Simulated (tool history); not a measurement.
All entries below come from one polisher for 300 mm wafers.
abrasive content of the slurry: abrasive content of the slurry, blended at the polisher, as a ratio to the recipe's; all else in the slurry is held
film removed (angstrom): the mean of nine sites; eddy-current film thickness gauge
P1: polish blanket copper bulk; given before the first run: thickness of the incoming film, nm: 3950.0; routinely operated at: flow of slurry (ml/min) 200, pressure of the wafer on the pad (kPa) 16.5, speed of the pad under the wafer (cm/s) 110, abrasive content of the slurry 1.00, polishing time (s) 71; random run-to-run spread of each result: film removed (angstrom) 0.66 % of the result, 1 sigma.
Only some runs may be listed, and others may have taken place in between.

run,hour,flow of slurry (ml/min),pressure of the wafer on the pad (kPa),speed of the pad under the wafer (cm/s),abrasive content of the slurry,polishing time (s),wafers polished on this pad,hours since the slurry nozzle was cleaned,hours since the head pressure was calibrated,hours since the slurry blender was calibrated,film removed (angstrom)
1,14.3,200,16.5,110,1.00,71,883,76.9,179.1,29.7,5525.0
2,25.5,200,16.5,110,1.00,71,1020,88.1,190.3,40.9,5551.8
3,39.4,200,16.5,110,1.00,109,1189,102.0,204.2,54.8,8348.9
4,48.5,200,16.5,110,1.35,71,1300,111.1,213.3,63.9,5887.2
5,60.9,200,24.8,110,1.00,71,1451,123.5,225.7,76.3,8240.5
6,76.3,120,16.5,110,1.00,71,1639,138.9,241.1,91.7,5024.5
7,89.0,200,16.5,110,1.00,71,1794,151.6,253.8,104.4,5477.7
8,100.6,200,9.0,110,1.00,71,1935,163.2,265.4,116.0,2984.6
9,109.7,200,16.5,110,1.00,42,2046,172.3,274.5,125.1,3288.8
10,117.0,200,16.5,110,1.00,71,2135,179.6,281.8,132.4,5506.7
# hour 124.7: slurry blender recalibrated
11,127.6,200,16.5,78,0.55,71,2264,190.2,292.4,2.9,3441.6
12,138.3,200,16.5,152,1.00,71,2394,200.9,303.1,13.6,7624.8
13,146.8,200,16.5,68,1.00,71,2498,209.4,311.6,22.1,3407.2
14,155.1,305,16.5,110,1.00,71,2599,217.7,319.9,30.4,5736.9
15,166.2,200,16.5,110,0.70,71,2734,228.8,331.0,41.5,5149.9
16,176.4,200,16.5,110,1.00,71,2859,239.0,341.2,51.7,5531.7
17,192.0,200,16.5,110,1.00,71,3049,254.6,356.8,67.3,5327.6
18,208.0,200,16.5,110,1.00,71,3244,270.6,372.8,83.3,5310.4
19,221.8,200,16.5,110,1.00,71,3412,284.4,386.6,97.1,5324.0
20,232.1,200,16.5,110,1.00,71,3538,294.7,396.9,107.4,5254.5
# hour 241.2: head pressure recalibrated
21,241.5,200,16.5,110,1.00,71,3652,304.1,0.4,116.8,5250.9
# hour 250.3: worn pad replaced by a new one
22,258.0,200,16.5,110,1.00,71,94,320.6,16.9,133.3,5255.9
23,265.5,200,16.5,110,1.00,71,185,328.1,24.4,140.8,5209.7
24,279.3,200,16.5,110,1.00,71,354,341.9,38.2,154.6,5237.9

Something has made what P1 gives creep away from where it was; the 2 causes below, each at its own stated size, fit the log equally well:
A: slurry flow missing at the pad, % = 30.7
B: abrasive missing from the slurry, % = 23.9
The creep began at about hour 176.4.
Ruled out, with reasons:
removal rate lost through wear of the pad, %: maintenance at hour 250.3, after the shift began, did not return the process to its former output
head's pressure below its setpoint, %: maintenance at hour 241.2, after the shift began, did not return the process to its former output

Which of the check runs below tells the causes apart, meaning the causes would give it clearly different results? Each run uses 3 wafers whose results are averaged, and each result is shown as a question mark.
check 1,293.1,120,16.5,110,1.30,71,,,,,?
check 2,293.1,200,16.5,150,1.00,71,,,,,?
check 3,293.1,200,16.5,110,0.85,87,,,,,?
check 4,293.1,200,24.1,78,1.00,71,,,,,?

If the cause were each of the candidates in turn, the checks would give the following:
check,result,if A,if B
check 1,film removed (angstrom),4891.7,5051.6
check 2,film removed (angstrom),7104.3,7104.9
check 3,film removed (angstrom),6167.4,6175.1
check 4,film removed (angstrom),5387.4,5387.9
Separation of the two closest causes in each check, using whichever result separates them best: check 1 3.22 %; check 2 0.01 %; check 3 0.12 %; check 4 0.01 %
Check 1 is the one run that separates the causes; every other check would come out nearly the same whichever cause is at work.

Running check 1 produced the following: film removed (angstrom) 5052.7. Which one of the listed causes fits?

The cause is B: abrasive missing from the slurry, %.
